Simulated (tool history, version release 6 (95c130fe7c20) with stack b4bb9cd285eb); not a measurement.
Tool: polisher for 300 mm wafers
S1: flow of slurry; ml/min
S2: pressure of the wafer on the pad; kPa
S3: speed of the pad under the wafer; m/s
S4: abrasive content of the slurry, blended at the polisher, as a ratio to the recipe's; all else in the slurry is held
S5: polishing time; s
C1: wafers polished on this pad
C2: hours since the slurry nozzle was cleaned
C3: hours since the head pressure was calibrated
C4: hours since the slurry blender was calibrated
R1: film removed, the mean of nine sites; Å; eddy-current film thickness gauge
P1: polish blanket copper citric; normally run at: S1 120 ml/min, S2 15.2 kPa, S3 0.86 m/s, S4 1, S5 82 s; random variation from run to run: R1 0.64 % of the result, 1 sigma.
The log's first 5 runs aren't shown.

run   hour   S1    S2    S3    S4   S5    C1     C2     C3     C4      R1
  6   83.1  120  15.2   1.3     1   82   447  307.5  661.4  119.7  2054.3
  7   94.6  120  15.2  0.86     1   82   601    319  672.9  131.2  1358.5
  8    105  120  15.2  0.86     1   82   740  329.4  683.3  141.6  1370.9
  9    119  120   6.9  0.86     1   82   927  343.4  697.3  155.6   646.5
 10  137.6  120  23.4  0.86     1   82  1175    362  715.9  174.2  2059.4
 11  151.8   90  21.4  0.86     1   82  1365  376.2  730.1  188.4  1783.2
 12  165.3  120  15.2  0.86     1   82  1545  389.7  743.6  201.9  1369.9
 13  180.7  120  15.2  0.86  0.75   82  1751  405.1    759  217.3  1276.3
 14  198.3  120  15.2  0.86     1  124  1986  422.7  776.6  234.9  2060.4
 15  215.6  120  15.2  0.86     1   41  2218    440  793.9  252.2  687.47
 16  232.8  120  15.2  0.86     1   82  2447  457.2  811.1  269.4  1377.8
 17  250.2  120  15.2  0.42     1   82  2680  474.6  828.5  286.8   685.7
 18  266.4  120  15.2  0.86   1.5   82  2896  490.8  844.7    303  1490.7
 19  276.4  120  15.2  0.86     1   82  3030  500.8  854.7    313  1358.9
 20  293.6  120  15.2  0.86     1   82  3260    518  871.9  330.2  1360.6
 21  310.2  120  15.2  0.86     1   82  3482  534.6  888.5  346.8  1318.8
 22  318.8  120  15.2  0.86     1   82  3596  543.2  897.1  355.4  1315.3
 23  337.8  120  15.2  0.86     1   82  3850  562.2  916.1  374.4  1290.3
 24    347  120  15.2  0.86     1   82  3973  571.4  925.3  383.6  1274.3
 25  356.5  120  15.2  0.86     1   82  4100  580.9  934.8  393.1  1259.6
     360.6  -- slurry blender recalibrated
 26  366.3  120  15.2  0.86     1   82  4231  590.7  944.6    5.8  1247.6
     370.8  -- worn pad replaced by a new one
 27  377.2  120  15.2  0.86     1   82    85  601.6  955.5   16.7  1249.5
 28  395.4  120  15.2  0.86     1   82   329  619.8  973.7   34.9  1250.6

Run 29 comes next. What will it give?
 29  409.4  120  15.2  0.86   1  82  516  633.8  987.7  48.9   ?

R1: 1234.3 Å

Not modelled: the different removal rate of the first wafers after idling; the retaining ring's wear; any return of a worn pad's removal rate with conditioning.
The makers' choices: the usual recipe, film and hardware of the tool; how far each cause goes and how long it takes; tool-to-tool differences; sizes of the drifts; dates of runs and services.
